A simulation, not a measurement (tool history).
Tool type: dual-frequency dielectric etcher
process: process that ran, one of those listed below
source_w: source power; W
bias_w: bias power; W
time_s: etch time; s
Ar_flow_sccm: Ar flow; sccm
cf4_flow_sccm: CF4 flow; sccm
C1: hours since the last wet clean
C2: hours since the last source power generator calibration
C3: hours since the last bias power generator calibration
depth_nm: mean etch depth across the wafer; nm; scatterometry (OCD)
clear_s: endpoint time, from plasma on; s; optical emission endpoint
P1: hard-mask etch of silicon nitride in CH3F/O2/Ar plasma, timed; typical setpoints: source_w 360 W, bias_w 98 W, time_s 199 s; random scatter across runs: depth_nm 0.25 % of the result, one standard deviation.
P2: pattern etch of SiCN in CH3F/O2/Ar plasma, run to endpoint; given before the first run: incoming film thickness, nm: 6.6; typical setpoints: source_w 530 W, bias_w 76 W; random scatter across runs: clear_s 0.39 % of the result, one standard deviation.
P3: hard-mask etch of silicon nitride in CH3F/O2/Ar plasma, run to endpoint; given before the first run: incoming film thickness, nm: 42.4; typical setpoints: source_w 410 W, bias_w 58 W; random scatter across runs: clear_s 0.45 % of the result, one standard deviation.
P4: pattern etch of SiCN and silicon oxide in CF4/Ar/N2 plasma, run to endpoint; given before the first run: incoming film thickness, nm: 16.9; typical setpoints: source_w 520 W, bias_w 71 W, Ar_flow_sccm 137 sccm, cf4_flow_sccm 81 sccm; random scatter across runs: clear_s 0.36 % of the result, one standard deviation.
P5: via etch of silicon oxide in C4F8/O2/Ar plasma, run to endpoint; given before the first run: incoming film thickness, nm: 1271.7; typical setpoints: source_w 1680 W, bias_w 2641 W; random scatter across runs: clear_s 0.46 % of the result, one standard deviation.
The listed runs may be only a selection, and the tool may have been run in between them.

Run 1, day 0.288: process P1, source_w 360 W, bias_w 98 W, time_s 199 s; C1 181.3; C2 679.5; C3 1154.6. Result: depth_nm 148.360 nm.
Run 2, day 0.533: process P1, source_w 360 W, bias_w 98 W, time_s 199 s; C1 187.2; C2 685.4; C3 1160.5. Result: depth_nm 148.710 nm.
Run 3, day 0.954: process P1, source_w 360 W, bias_w 59 W, time_s 199 s; C1 197.3; C2 695.5; C3 1170.6. Result: depth_nm 124.710 nm.
Run 4, day 1.229: process P1, source_w 360 W, bias_w 124 W, time_s 199 s; C1 203.9; C2 702.1; C3 1177.2. Result: depth_nm 162.830 nm.
Run 5, day 1.529: process P3, source_w 410 W, bias_w 77 W; C1 211.1; C2 709.3; C3 1184.4. Result: clear_s 58.419 s.
At day 1.588: bias power generator calibrated.
Run 6, day 1.817: process P4, source_w 520 W, bias_w 71 W, Ar_flow_sccm 137 sccm, cf4_flow_sccm 81 sccm; C1 218.0; C2 716.2; C3 5.6. Result: clear_s 18.025 s.
Run 7, day 2.192: process P1, source_w 360 W, bias_w 116 W, time_s 250 s; C1 227.0; C2 725.2; C3 14.6. Result: depth_nm 198.740 nm.
Run 8, day 2.438: process P1, source_w 360 W, bias_w 98 W, time_s 199 s; C1 232.9; C2 731.1; C3 20.5. Result: depth_nm 148.760 nm.
Run 9, day 2.838: process P3, source_w 250 W, bias_w 58 W; C1 242.5; C2 740.7; C3 30.1. Result: clear_s 77.861 s.
Run 10, day 3.038: process P4, source_w 520 W, bias_w 71 W, Ar_flow_sccm 137 sccm, cf4_flow_sccm 59 sccm; C1 247.3; C2 745.5; C3 34.9. Result: clear_s 19.114 s.
Run 11, day 3.242: process P1, source_w 360 W, bias_w 98 W, time_s 124 s; C1 252.2; C2 750.4; C3 39.8. Result: depth_nm 92.684 nm.
Run 12, day 3.554: process P1, source_w 360 W, bias_w 82 W, time_s 160 s; C1 259.7; C2 757.9; C3 47.3. Result: depth_nm 112.190 nm.
Run 13, day 3.825: process P5, source_w 1680 W, bias_w 2641 W; C1 266.2; C2 764.4; C3 53.8. Result: clear_s 247.300 s.
Run 14, day 4.154: process P2, source_w 700 W, bias_w 76 W; C1 274.1; C2 772.3; C3 61.7. Result: clear_s 14.226 s.
Run 15, day 4.462: process P4, source_w 520 W, bias_w 71 W, Ar_flow_sccm 137 sccm, cf4_flow_sccm 81 sccm; C1 281.5; C2 779.7; C3 69.1. Result: clear_s 18.022 s.
Run 16, day 4.846: process P4, source_w 520 W, bias_w 51 W, Ar_flow_sccm 137 sccm, cf4_flow_sccm 81 sccm; C1 290.7; C2 788.9; C3 78.3. Result: clear_s 20.212 s.
Run 17, day 5.183: process P5, source_w 1010 W, bias_w 2641 W; C1 298.8; C2 797.0; C3 86.4. Result: clear_s 299.910 s.
At day 5.279: wet clean of the chamber.
Run 18, day 5.483: process P1, source_w 360 W, bias_w 98 W, time_s 199 s; C1 5.0; C2 804.2; C3 93.6. Result: depth_nm 147.830 nm.
Run 19, day 5.842: process P2, source_w 530 W, bias_w 55 W; C1 13.6; C2 812.8; C3 102.2. Result: clear_s 17.784 s.
At day 6.033: source power generator calibrated.
Run 20, day 6.121: process P1, source_w 230 W, bias_w 98 W, time_s 199 s; C1 20.3; C2 2.2; C3 108.9. Result: depth_nm 125.450 nm.
Run 21, day 6.396: process P5, source_w 1680 W, bias_w 1652 W; C1 26.9; C2 8.8; C3 115.5. Result: clear_s 281.460 s.
Run 22, day 6.733: process P1, source_w 460 W, bias_w 98 W, time_s 158 s; C1 35.0; C2 16.9; C3 123.6. Result: depth_nm 129.570 nm.
Run 23, day 7.033: process P1, source_w 360 W, bias_w 98 W, time_s 255 s; C1 42.2; C2 24.1; C3 130.8. Result: depth_nm 190.730 nm.
Run 24, day 7.412: process P1, source_w 360 W, bias_w 98 W, time_s 199 s; C1 51.3; C2 33.2; C3 139.9. Result: depth_nm 147.930 nm.
Run 25, day 7.612: process P3, source_w 410 W, bias_w 58 W; C1 56.1; C2 38.0; C3 144.7. Result: clear_s 64.280 s.
Run 26, day 7.892: process P1, source_w 500 W, bias_w 98 W, time_s 199 s; C1 62.8; C2 44.7; C3 151.4. Result: depth_nm 168.600 nm.
Run 27, day 8.175: process P4, source_w 710 W, bias_w 71 W, Ar_flow_sccm 137 sccm, cf4_flow_sccm 81 sccm; C1 69.6; C2 51.5; C3 158.2. Result: clear_s 13.690 s.
Run 28, day 8.404: process P2, source_w 530 W, bias_w 76 W; C1 75.1; C2 57.0; C3 163.7. Result: clear_s 15.852 s.
Run 29, day 8.688: process P4, source_w 520 W, bias_w 71 W, Ar_flow_sccm 193 sccm, cf4_flow_sccm 81 sccm; C1 81.9; C2 63.8; C3 170.5. Result: clear_s 19.075 s.
Run 30, day 8.888: process P1, source_w 360 W, bias_w 98 W, time_s 199 s; C1 86.7; C2 68.6; C3 175.3. Result: depth_nm 148.570 nm.
Run 31, day 9.096: process P1, source_w 360 W, bias_w 98 W, time_s 199 s; C1 91.7; C2 73.6; C3 180.3. Result: depth_nm 148.830 nm.
Run 32, day 9.496: process P1, source_w 360 W, bias_w 98 W, time_s 199 s; C1 101.3; C2 83.2; C3 189.9. Result: depth_nm 150.080 nm.
Run 33, day 9.829: process P1, source_w 360 W, bias_w 98 W, time_s 199 s; C1 109.3; C2 91.2; C3 197.9. Result: depth_nm 149.410 nm.
Run 34, day 10.167: process P1, source_w 360 W, bias_w 98 W, time_s 199 s; C1 117.4; C2 99.3; C3 206.0. Result: depth_nm 150.240 nm.
At day 10.442: wet clean of the chamber.
Run 35, day 10.479: process P1, source_w 360 W, bias_w 98 W, time_s 199 s; C1 1.0; C2 106.8; C3 213.5. Result: depth_nm 151.030 nm.
Run 36, day 10.850: process P1, source_w 360 W, bias_w 98 W, time_s 199 s; C1 9.9; C2 115.7; C3 222.4. Result: depth_nm 150.660 nm.
Run 37, day 11.246: process P1, source_w 360 W, bias_w 98 W, time_s 199 s; C1 19.4; C2 125.2; C3 231.9. Result: depth_nm 150.730 nm.
Run 38, day 11.583: process P1, source_w 360 W, bias_w 98 W, time_s 199 s; C1 27.5; C2 133.3; C3 240.0. Result: depth_nm 151.330 nm.
Run 39, day 11.850: process P1, source_w 360 W, bias_w 98 W, time_s 199 s; C1 33.9; C2 139.7; C3 246.4. Result: depth_nm 151.080 nm.
Run 40, day 12.196: process P1, source_w 360 W, bias_w 98 W, time_s 199 s; C1 42.2; C2 148.0; C3 254.7. Result: depth_nm 151.140 nm.
Run 41, day 12.454: process P1, source_w 360 W, bias_w 98 W, time_s 199 s; C1 48.4; C2 154.2; C3 260.9. Result: depth_nm 150.700 nm.
Run 42, day 12.742: process P1, source_w 360 W, bias_w 98 W, time_s 199 s; C1 55.3; C2 161.1; C3 267.8. Result: depth_nm 151.280 nm.

The log shows P1 creeping away from where it was. Any of the 2 causes listed here, at the size stated for it, fits the log just as well as the others:
A: source power that arrives over what is set, % = 3.97
B: bias power that arrives over what is set, % = 3.99
The process output started creeping at around day 9.096.
Ruled out, with reasons:
chamber walls in a state that raises the etch rate, %: serviced at day 10.442, after the drift had started, without restoring the earlier output

You are offered 4 check runs, listed below with question marks in place of their results; each one averages 2 wafers. Which run separates the listed causes by giving clearly different results for each?
Run check 1, day 13.029: process P4, source_w 640 W, bias_w 71 W, Ar_flow_sccm 186 sccm, cf4_flow_sccm 81 sccm. Result: clear_s ?.
Run check 2, day 13.029: process P3, source_w 270 W, bias_w 73 W. Result: clear_s ?.
Run check 3, day 13.029: process P2, source_w 530 W, bias_w 62 W. Result: clear_s ?.
Run check 4, day 13.029: process P5, source_w 1280 W, bias_w 2174 W. Result: clear_s ?.

Outcome of each check run for each possible cause:
  check   result     if A     if B
check 1  clear_s   15.256   15.567
check 2  clear_s   68.644   68.694
check 3  clear_s   16.759   16.788
check 4  clear_s  286.150  287.160
Distance between the nearest two causes, measured in the result of the check that separates them most: check 1 2.02 %; check 2 0.07 %; check 3 0.18 %; check 4 0.35 %
Check 1 tells the causes apart: in the others they would give nearly the same result.

After running check 1, the following was obtained: clear_s 15.243 s. Which cause does this point to?

Of the candidate causes, it is A: source power that arrives over what is set, %.
